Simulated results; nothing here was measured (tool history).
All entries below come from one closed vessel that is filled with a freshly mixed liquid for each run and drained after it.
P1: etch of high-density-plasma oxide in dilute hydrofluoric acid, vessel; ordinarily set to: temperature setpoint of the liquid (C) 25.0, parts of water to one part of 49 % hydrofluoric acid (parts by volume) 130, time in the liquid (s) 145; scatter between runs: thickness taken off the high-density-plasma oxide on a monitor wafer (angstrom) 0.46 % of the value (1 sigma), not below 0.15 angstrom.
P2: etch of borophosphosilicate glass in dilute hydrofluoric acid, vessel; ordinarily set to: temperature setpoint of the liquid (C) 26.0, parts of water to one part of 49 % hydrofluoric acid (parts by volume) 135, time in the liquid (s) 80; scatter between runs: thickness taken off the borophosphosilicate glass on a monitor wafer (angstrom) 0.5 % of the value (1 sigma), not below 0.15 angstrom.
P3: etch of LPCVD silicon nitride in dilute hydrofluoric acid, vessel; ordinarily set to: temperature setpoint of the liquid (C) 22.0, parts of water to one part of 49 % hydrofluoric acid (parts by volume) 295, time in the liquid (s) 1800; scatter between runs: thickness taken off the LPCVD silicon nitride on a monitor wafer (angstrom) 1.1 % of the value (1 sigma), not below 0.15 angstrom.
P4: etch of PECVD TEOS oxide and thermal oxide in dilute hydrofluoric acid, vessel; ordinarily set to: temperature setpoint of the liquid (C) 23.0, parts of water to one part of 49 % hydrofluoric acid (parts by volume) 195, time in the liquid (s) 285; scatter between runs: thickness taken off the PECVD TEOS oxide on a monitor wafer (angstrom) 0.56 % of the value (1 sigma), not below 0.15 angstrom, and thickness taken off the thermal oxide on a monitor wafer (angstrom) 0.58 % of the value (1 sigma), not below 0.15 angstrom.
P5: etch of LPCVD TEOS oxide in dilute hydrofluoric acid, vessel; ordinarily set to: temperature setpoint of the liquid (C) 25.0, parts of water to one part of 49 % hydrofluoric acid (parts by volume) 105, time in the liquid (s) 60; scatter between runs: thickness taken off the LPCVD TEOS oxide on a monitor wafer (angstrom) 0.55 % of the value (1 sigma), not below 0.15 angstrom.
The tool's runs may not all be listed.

run   hour  process that ran  temperature setpoint of the liquid (C)  parts of water to one part of 49 % hydrofluoric acid (parts by volume)  time in the liquid (s)  hours since the thermometer was replaced  hours since the hydrofluoric acid flow meter was replaced  thickness taken off the high-density-plasma oxide on a monitor wafer (angstrom)  thickness taken off the borophosphosilicate glass on a monitor wafer (angstrom)  thickness taken off the LPCVD silicon nitride on a monitor wafer (angstrom)  thickness taken off the LPCVD TEOS oxide on a monitor wafer (angstrom)  thickness taken off the PECVD TEOS oxide on a monitor wafer (angstrom)  thickness taken off the thermal oxide on a monitor wafer (angstrom)
  1    6.6                P1                                    25.0                                                                     130                     145                                     330.5                                                     1797.5                                                                           75.819
  2   10.5                P2                                    26.0                                                                     135                      80                                     334.4                                                     1801.4                                                                                                                                                            525.81
  3   14.7                P2                                    26.0                                                                     135                     130                                     338.6                                                     1805.6                                                                                                                                                            844.41
  4   22.9                P3                                    28.5                                                                     295                    1800                                     346.8                                                     1813.8                                                                                                                                                                                                                                         35.620
  5   27.9                P1                                    25.0                                                                     130                      30                                     351.8                                                     1818.8                                                                           15.425
  6   35.2                P5                                    25.0                                                                     105                      35                                     359.1                                                     1826.1                                                                                                                                                                                                                                                                                                                 90.377
  7   41.4                P5                                    19.5                                                                     105                      60                                     365.3                                                     1832.3                                                                                                                                                                                                                                                                                                                123.820
  8   46.3                P3                                    22.0                                                                     295                    1800                                     370.2                                                     1837.2                                                                                                                                                                                                                                         23.993
  9   54.4                P1                                    25.0                                                                     130                     255                                     378.3                                                     1845.3                                                                          132.570
 10   60.5                P1                                    21.5                                                                     220                     145                                     384.4                                                     1851.4                                                                           35.119
 11   64.6                P5                                    25.0                                                                     105                      60                                     388.5                                                     1855.5                                                                                                                                                                                                                                                                                                                153.700
 12   73.0                P4                                    23.0                                                                     355                     285                                     396.9                                                     1863.9                                                                                                                                                                                                                                                                                                                                                                                         165.29                                                               27.059
 13   77.2                P1                                    33.0                                                                     130                      90                                     401.1                                                     1868.1                                                                           62.952
 14   84.5                P1                                    25.0                                                                     230                     220                                     408.4                                                     1875.4                                                                           57.796
 15   88.3                P4                                    23.0                                                                     195                     415                                     412.2                                                     1879.2                                                                                                                                                                                                                                                                                                                                                                                         515.81                                                               84.138
 16   94.8                P1                                    25.0                                                                     130                     145                                     418.7                                                     1885.7                                                                           75.493
 17  100.6                P1                                    18.5                                                                     130                     145                                     424.5                                                     1891.5                                                                           57.820
 18  107.3                P1                                    25.0                                                                     130                     145                                     431.2                                                     1898.2                                                                           75.204
 19  112.2                P1                                    25.0                                                                     215                     145                                     436.1                                                     1903.1                                                                           41.242
 20  117.3                P3                                    22.0                                                                     295                     180                                     441.2                                                     1908.2                                                                                                                                                                                                                                          2.543
 21  121.6                P2                                    26.0                                                                      55                      80                                     445.5                                                     1912.5                                                                                                                                                           1428.40
 22  125.7                P4                                    23.0                                                                     195                     285                                     449.6                                                     1916.6                                                                                                                                                                                                                                                                                                                                                                                         352.73                                                               56.427
 23  131.6                P5                                    25.0                                                                      45                      60                                     455.5                                                     1922.5                                                                                                                                                                                                                                                                                                                390.450
 24  138.0                P2                                    26.0                                                                     135                      80                                     461.9                                                     1928.9                                                                                                                                                            521.49
 25  141.9                P3                                    22.0                                                                      45                    1800                                     465.8                                                     1932.8                                                                                                                                                                                                                                        153.510
 26  149.0                P1                                    25.0                                                                      60                     145                                     472.9                                                     1939.9                                                                          178.940
 27  157.2                P4                                    28.5                                                                     195                     285                                     481.1                                                     1948.1                                                                                                                                                                                                                                                                                                                                                                                         430.97                                                               70.497
 28  163.8                P3                                    22.0                                                                     295                    1800                                     487.7                                                     1954.7                                                                                                                                                                                                                                         24.346
 29  172.6                P4                                    23.0                                                                     195                     285                                     496.5                                                     1963.5                                                                                                                                                                                                                                                                                                                                                                                         351.08                                                               57.614
     175.0  -- thermometer replaced
 30  181.0                P1                                    25.0                                                                     130                     145                                       6.0                                                     1971.9                                                                           75.580
 31  188.9                P1                                    31.0                                                                     130                     145                                      13.9                                                     1979.8                                                                           93.798
 32  192.9                P2                                    18.5                                                                     135                      80                                      17.9                                                     1983.8                                                                                                                                                            394.25
 33  199.1                P1                                    25.0                                                                     130                     145                                      24.1                                                     1990.0                                                                           75.122
 34  205.4                P1                                    25.0                                                                     130                     145                                      30.4                                                     1996.3                                                                           75.341
 35  213.1                P1                                    25.0                                                                     130                     145                                      38.1                                                     2004.0                                                                           73.479
 36  221.3                P1                                    25.0                                                                     130                     145                                      46.3                                                     2012.2                                                                           71.988
 37  226.7                P1                                    25.0                                                                     130                     145                                      51.7                                                     2017.6                                                                           71.755
 38  233.8                P1                                    25.0                                                                     130                     145                                      58.8                                                     2024.7                                                                           71.733
 39  240.0                P1                                    25.0                                                                     130                     145                                      65.0                                                     2030.9                                                                           70.427
 40  246.8                P1                                    25.0                                                                     130                     145                                      71.8                                                     2037.7                                                                           70.372
 41  254.3                P1                                    25.0                                                                     130                     145                                      79.3                                                     2045.2                                                                           70.317
 42  259.5                P1                                    25.0                                                                     130                     145                                      84.5                                                     2050.4                                                                           69.593
 43  266.0                P1                                    25.0                                                                     130                     145                                      91.0                                                     2056.9                                                                           70.032
 44  271.8                P1                                    25.0                                                                     130                     145                                      96.8                                                     2062.7                                                                           69.574

P1 has crept away from where it was. The log is fitted equally well by each of these 2 causes, at the sizes shown:
A: liquid colder than its thermometer reads (K) = 1.9
B: hydrofluoric acid flow below the setpoint (%) = 6.14
The gradual shift began around hour 205.4.

Each of the check runs listed below is run on 3 wafers and reports their average, with the results left as question marks. Pick the one under which the possible causes would lead to clearly different results.
check 1  277.6                P5                                    25.0                                                                     105                      60                                                                                                                                                                                                                                                                                                                                                                                                                           ?
check 2  277.6                P2                                    26.0                                                                     135                      80                                                                                                                                                                                                                                                                      ?
check 3  277.6                P3                                    22.0                                                                     295                    1800                                                                                                                                                                                                                                                                                                                                                   ?
check 4  277.6                P4                                    23.0                                                                     195                     285                                                                                                                                                                                                                                                                                                                                                                                                                                                                                                   ?                                                                    ?

Check results expected under each cause:
  check                                                                           result     if A     if B
check 1           thickness taken off the LPCVD TEOS oxide on a monitor wafer (angstrom)  143.040  143.470
check 2  thickness taken off the borophosphosilicate glass on a monitor wafer (angstrom)   487.21   486.52
check 3      thickness taken off the LPCVD silicon nitride on a monitor wafer (angstrom)   21.391   22.659
check 4           thickness taken off the PECVD TEOS oxide on a monitor wafer (angstrom)   328.33   326.76
check 4              thickness taken off the thermal oxide on a monitor wafer (angstrom)   53.529   53.273
Separation of the two closest causes in each check, using whichever result separates them best: check 1 0.31 %; check 2 0.14 %; check 3 5.76 %; check 4 0.48 %
Only check 3 tells the causes apart: in the others they would give nearly the same result.

Check 3 was then run and gave: thickness taken off the LPCVD silicon nitride on a monitor wafer (angstrom) 21.611. Which cause is it?

The cause is A: liquid colder than its thermometer reads (K).
